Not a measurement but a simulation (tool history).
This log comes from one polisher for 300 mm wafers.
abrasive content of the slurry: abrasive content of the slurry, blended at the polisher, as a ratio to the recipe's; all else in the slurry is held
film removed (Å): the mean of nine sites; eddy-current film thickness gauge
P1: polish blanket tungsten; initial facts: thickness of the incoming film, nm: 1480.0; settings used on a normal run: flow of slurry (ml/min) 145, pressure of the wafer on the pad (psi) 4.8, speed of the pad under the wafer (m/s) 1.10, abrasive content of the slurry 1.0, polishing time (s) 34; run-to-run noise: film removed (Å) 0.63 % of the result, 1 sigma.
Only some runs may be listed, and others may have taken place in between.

run   hour  flow of slurry (ml/min)  pressure of the wafer on the pad (psi)  speed of the pad under the wafer (m/s)  abrasive content of the slurry  polishing time (s)  wafers polished on this pad  hours since the slurry nozzle was cleaned  hours since the head pressure was calibrated  hours since the slurry blender was calibrated  hours since the slurry got fresh peroxide  film removed (Å)
  1    5.7                      145                                     4.8                                    1.10                             1.0                  34                          327                                      142.9                                         275.1                                          154.3                                       34.4           1857.70
  2   11.2                      190                                     4.8                                    1.10                             0.8                  34                          375                                      148.4                                         280.6                                          159.8                                       39.9           1805.90
  3   14.8                      145                                     4.8                                    1.10                             0.6                  47                          406                                      152.0                                         284.2                                          163.4                                       43.5           2289.10
  4   19.5                      145                                     4.8                                    1.38                             1.0                  34                          447                                      156.7                                         288.9                                          168.1                                       48.2           2325.90
  5   23.8                      145                                     4.8                                    0.54                             1.0                  34                          485                                      161.0                                         293.2                                          172.4                                       52.5            913.23
  6   26.3                      145                                     4.8                                    1.10                             1.0                  34                          506                                      163.5                                         295.7                                          174.9                                       55.0           1851.80
  7   29.8                       85                                     4.8                                    1.10                             1.0                  34                          537                                      167.0                                         299.2                                          178.4                                       58.5           1627.20
  8   34.8                      145                                     4.8                                    1.10                             0.7                  34                          580                                      172.0                                         304.2                                          183.4                                       63.5           1698.90
      37.4  -- slurry blender recalibrated
  9   38.2                      145                                     4.8                                    1.10                             1.0                  34                          610                                      175.4                                         307.6                                            0.8                                       66.9           1844.50
 10   41.5                      145                                     4.8                                    1.10                             1.0                  34                          639                                      178.7                                         310.9                                            4.1                                       70.2           1847.00
 11   47.2                      145                                     4.8                                    1.10                             1.5                  34                          688                                      184.4                                         316.6                                            9.8                                       75.9           2041.60
      49.9  -- slurry tank refilled with fresh slurry and peroxide
 12   50.5                      145                                     4.8                                    1.10                             1.0                  15                          717                                      187.7                                         319.9                                           13.1                                        0.6            811.63
 13   54.0                      145                                     2.6                                    1.10                             1.0                  34                          747                                      191.2                                         323.4                                           16.6                                        4.1            997.72
 14   57.1                      145                                     7.5                                    1.10                             1.0                  34                          774                                      194.3                                         326.5                                           19.7                                        7.2           2868.70
 15   61.5                      145                                     4.8                                    1.10                             1.0                  52                          813                                      198.7                                         330.9                                           24.1                                       11.6           2828.40
 16   65.5                      145                                     4.8                                    1.10                             1.0                  34                          847                                      202.7                                         334.9                                           28.1                                       15.6           1854.60
 17   71.3                      100                                     4.8                                    1.10                             1.0                  51                          898                                      208.5                                         340.7                                           33.9                                       21.4           2563.70
 18   74.3                      145                                     4.8                                    1.10                             1.0                  34                          924                                      211.5                                         343.7                                           36.9                                       24.4           1861.20
 19   80.0                      225                                     4.8                                    1.10                             1.0                  34                          974                                      217.2                                         349.4                                           42.6                                       30.1           1962.90
 20   85.4                      145                                     4.8                                    1.10                             1.0                  34                         1021                                      222.6                                         354.8                                           48.0                                       35.5           1843.30
 21   91.1                      145                                     4.8                                    1.10                             1.0                  34                         1070                                      228.3                                         360.5                                           53.7                                       41.2           1777.00
 22   93.8                      145                                     4.8                                    1.10                             1.0                  34                         1094                                      231.0                                         363.2                                           56.4                                       43.9           1742.80
 23   96.9                      145                                     4.8                                    1.10                             1.0                  34                         1121                                      234.1                                         366.3                                           59.5                                       47.0           1722.00
      98.8  -- slurry tank refilled with fresh slurry and peroxide
 24  100.2                      145                                     4.8                                    1.10                             1.0                  34                         1149                                      237.4                                         369.6                                           62.8                                        1.4           1704.90
 25  104.3                      145                                     4.8                                    1.10                             1.0                  34                         1185                                      241.5                                         373.7                                           66.9                                        5.5           1684.50
     105.3  -- slurry blender recalibrated
 26  108.1                      145                                     4.8                                    1.10                             1.0                  34                         1218                                      245.3                                         377.5                                            2.8                                        9.3           1681.80
     109.0  -- head pressure recalibrated
 27  112.1                      145                                     4.8                                    1.10                             1.0                  34                         1253                                      249.3                                           3.1                                            6.8                                       13.3           1647.80
 28  115.0                      145                                     4.8                                    1.10                             1.0                  34                         1278                                      252.2                                           6.0                                            9.7                                       16.2           1662.70
 29  117.5                      145                                     4.8                                    1.10                             1.0                  34                         1300                                      254.7                                           8.5                                           12.2                                       18.7           1662.50
 30  120.0                      145                                     4.8                                    1.10                             1.0                  34                         1322                                      257.2                                          11.0                                           14.7                                       21.2           1666.10

The log shows P1 creeping away from where it was. Any of the 2 causes listed here, at the size stated for it, fits the log just as well as the others:
A: slurry flow missing at the pad, % = 38.9
B: removal rate lost through wear of the pad, % = 10.5
The onset of the drift is placed at about hour 85.4.
Why every other cause is out:
head's pressure below its setpoint, %: its service at hour 109.0 followed the start of the drift and did not put the process back to its old value
abrasive missing from the slurry, %: its service at hour 105.3 followed the start of the drift and did not put the process back to its old value
peroxide lost from the slurry, %: its service at hour 98.8 followed the start of the drift and did not put the process back to its old value

Of the 4 check runs below, each run on 3 wafers with the results averaged and each result still a question mark, which one would tell the listed causes apart?
check 1  122.5                      145                                     4.8                                    1.10                            1.40                  49                                                                                                                                                                                                                                 ?
check 2  122.5                      145                                     7.4                                    1.10                            1.30                  34                                                                                                                                                                                                                                 ?
check 3  122.5                      145                                     4.8                                    1.10                            1.25                  17                                                                                                                                                                                                                                 ?
check 4  122.5                      195                                     4.8                                    1.10                            1.35                  34                                                                                                                                                                                                                                 ?

Check results expected under each cause:
  check            result     if A     if B
check 1  film removed (Å)  2587.00  2585.30
check 2  film removed (Å)  2718.00  2716.20
check 3  film removed (Å)   873.17   872.61
check 4  film removed (Å)  1912.20  1861.80
Smallest distance between any two causes, each pair judged by its most separating result, in per cent: check 1 0.06 %; check 2 0.06 %; check 3 0.06 %; check 4 2.67 %
Check 4 is the one run that separates the causes; every other check would come out nearly the same whichever cause is at work.

The results of check 4 are: film removed (Å) 1907.00. Based on these, which of the listed causes is it?

It was cause A: slurry flow missing at the pad, %.
